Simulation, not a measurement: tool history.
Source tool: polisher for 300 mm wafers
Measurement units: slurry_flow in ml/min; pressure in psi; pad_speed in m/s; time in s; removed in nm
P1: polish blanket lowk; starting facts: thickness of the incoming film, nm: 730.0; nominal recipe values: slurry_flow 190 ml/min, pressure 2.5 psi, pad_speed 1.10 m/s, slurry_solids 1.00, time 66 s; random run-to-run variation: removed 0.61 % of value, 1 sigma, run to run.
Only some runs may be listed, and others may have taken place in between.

| run | hour | slurry_flow | pressure | pad_speed | slurry_solids | time | removed |
|---|---|---|---|---|---|---|---|
| 1 | 8.4 | 190 | 2.5 | 1.10 | 1.00 | 66 | 47.658 |
| 2 | 16.8 | 190 | 1.6 | 0.76 | 1.00 | 66 | 22.336 |
| 3 | 33.0 | 190 | 2.5 | 1.10 | 0.60 | 66 | 36.417 |
| 4 | 43.4 | 190 | 3.9 | 1.10 | 1.00 | 66 | 73.572 |
| 5 | 56.6 | 190 | 2.5 | 1.10 | 1.00 | 30 | 21.434 |
| 6 | 67.1 | 300 | 2.5 | 1.10 | 1.00 | 66 | 49.885 |
| 7 | 76.5 | 190 | 2.5 | 0.50 | 1.00 | 66 | 25.126 |
| 8 | 90.0 | 190 | 2.5 | 1.10 | 1.45 | 66 | 55.287 |
| 9 | 100.8 | 190 | 2.5 | 1.10 | 1.00 | 100 | 72.228 |
|  | 101.9 | slurry blender recalibrated |
| 10 | 116.2 | 140 | 3.4 | 1.10 | 1.00 | 66 | 62.440 |
| 11 | 128.9 | 190 | 2.5 | 1.10 | 1.00 | 66 | 47.828 |
| 12 | 143.7 | 190 | 2.5 | 1.74 | 1.00 | 66 | 67.735 |
| 13 | 158.0 | 190 | 2.5 | 1.10 | 1.00 | 66 | 47.734 |
| 14 | 174.5 | 115 | 2.5 | 1.10 | 1.00 | 66 | 43.408 |
| 15 | 184.2 | 190 | 2.5 | 1.10 | 1.00 | 66 | 47.257 |
| 16 | 200.8 | 190 | 1.6 | 1.10 | 1.00 | 66 | 30.151 |
| 17 | 217.6 | 190 | 2.5 | 1.10 | 1.00 | 66 | 47.308 |
| 18 | 234.8 | 190 | 2.5 | 1.10 | 1.00 | 66 | 47.737 |
| 19 | 248.1 | 190 | 2.5 | 1.10 | 1.00 | 66 | 45.751 |
| 20 | 264.6 | 190 | 2.5 | 1.10 | 1.00 | 66 | 44.209 |
| 21 | 275.9 | 190 | 2.5 | 1.10 | 1.00 | 66 | 43.796 |
|  | 284.6 | slurry nozzle cleaned |
|  | 286.1 | conditioning disc replaced and pad reconditioned |
|  | 286.5 | head pressure recalibrated |
| 22 | 290.3 | 190 | 2.5 | 1.10 | 1.00 | 66 | 42.726 |
| 23 | 307.1 | 190 | 2.5 | 1.10 | 1.00 | 66 | 42.801 |
| 24 | 315.0 | 190 | 2.5 | 1.10 | 1.00 | 66 | 42.569 |
| 25 | 326.2 | 190 | 2.5 | 1.10 | 1.00 | 66 | 42.821 |
| 26 | 334.0 | 190 | 2.5 | 1.10 | 1.00 | 66 | 42.358 |
| 27 | 344.4 | 190 | 2.5 | 1.10 | 1.00 | 66 | 42.134 |
| 28 | 360.2 | 190 | 2.5 | 1.10 | 1.00 | 66 | 42.379 |

The log shows P1 creeping away from where it was. Any of the 2 causes listed here, at the size stated for it, fits the log just as well as the others:
A: abrasive missing from the slurry, % = 20.7
B: removal rate lost through wear of the pad, % = 10.6
The creep began at about hour 234.8.
Other possible causes, and why each is ruled out:
slurry flow missing at the pad, %: its service at hour 284.6 followed the start of the drift and did not put the process back to its old value
head's pressure below its setpoint, %: its service at hour 286.5 followed the start of the drift and did not put the process back to its old value
time polished since the conditioner stopped cutting, s: its service at hour 286.1 followed the start of the drift and did not put the process back to its old value

Of the 4 check runs below, each run on 3 wafers with the results averaged and each result still a question mark, which one would tell the listed causes apart?
| check 1 | 376.0 | 190 | 2.5 | 1.38 | 1.00 | 66 | ? |
| check 2 | 376.0 | 190 | 1.8 | 1.10 | 0.65 | 66 | ? |
| check 3 | 376.0 | 190 | 3.9 | 1.10 | 1.00 | 32 | ? |
| check 4 | 376.0 | 190 | 2.5 | 1.70 | 1.00 | 66 | ? |

Expected result of each check under each candidate cause:
| check | result | if A | if B |
|---|---|---|---|
| check 1 | removed | 50.782 | 50.786 |
| check 2 | removed | 23.902 | 24.502 |
| check 3 | removed | 32.037 | 32.039 |
| check 4 | removed | 60.002 | 60.007 |
Minimum pairwise separation of causes per check, each pair taken at its best-separating result: check 1 0.01 %; check 2 2.48 %; check 3 0.01 %; check 4 0.01 %
Only in check 2 would the causes give clearly different results; in the remaining checks their results would be nearly the same.

Running check 2 produced the following: removed 24.346 nm. Which one of the listed causes fits?

It was cause B: removal rate lost through wear of the pad, %.

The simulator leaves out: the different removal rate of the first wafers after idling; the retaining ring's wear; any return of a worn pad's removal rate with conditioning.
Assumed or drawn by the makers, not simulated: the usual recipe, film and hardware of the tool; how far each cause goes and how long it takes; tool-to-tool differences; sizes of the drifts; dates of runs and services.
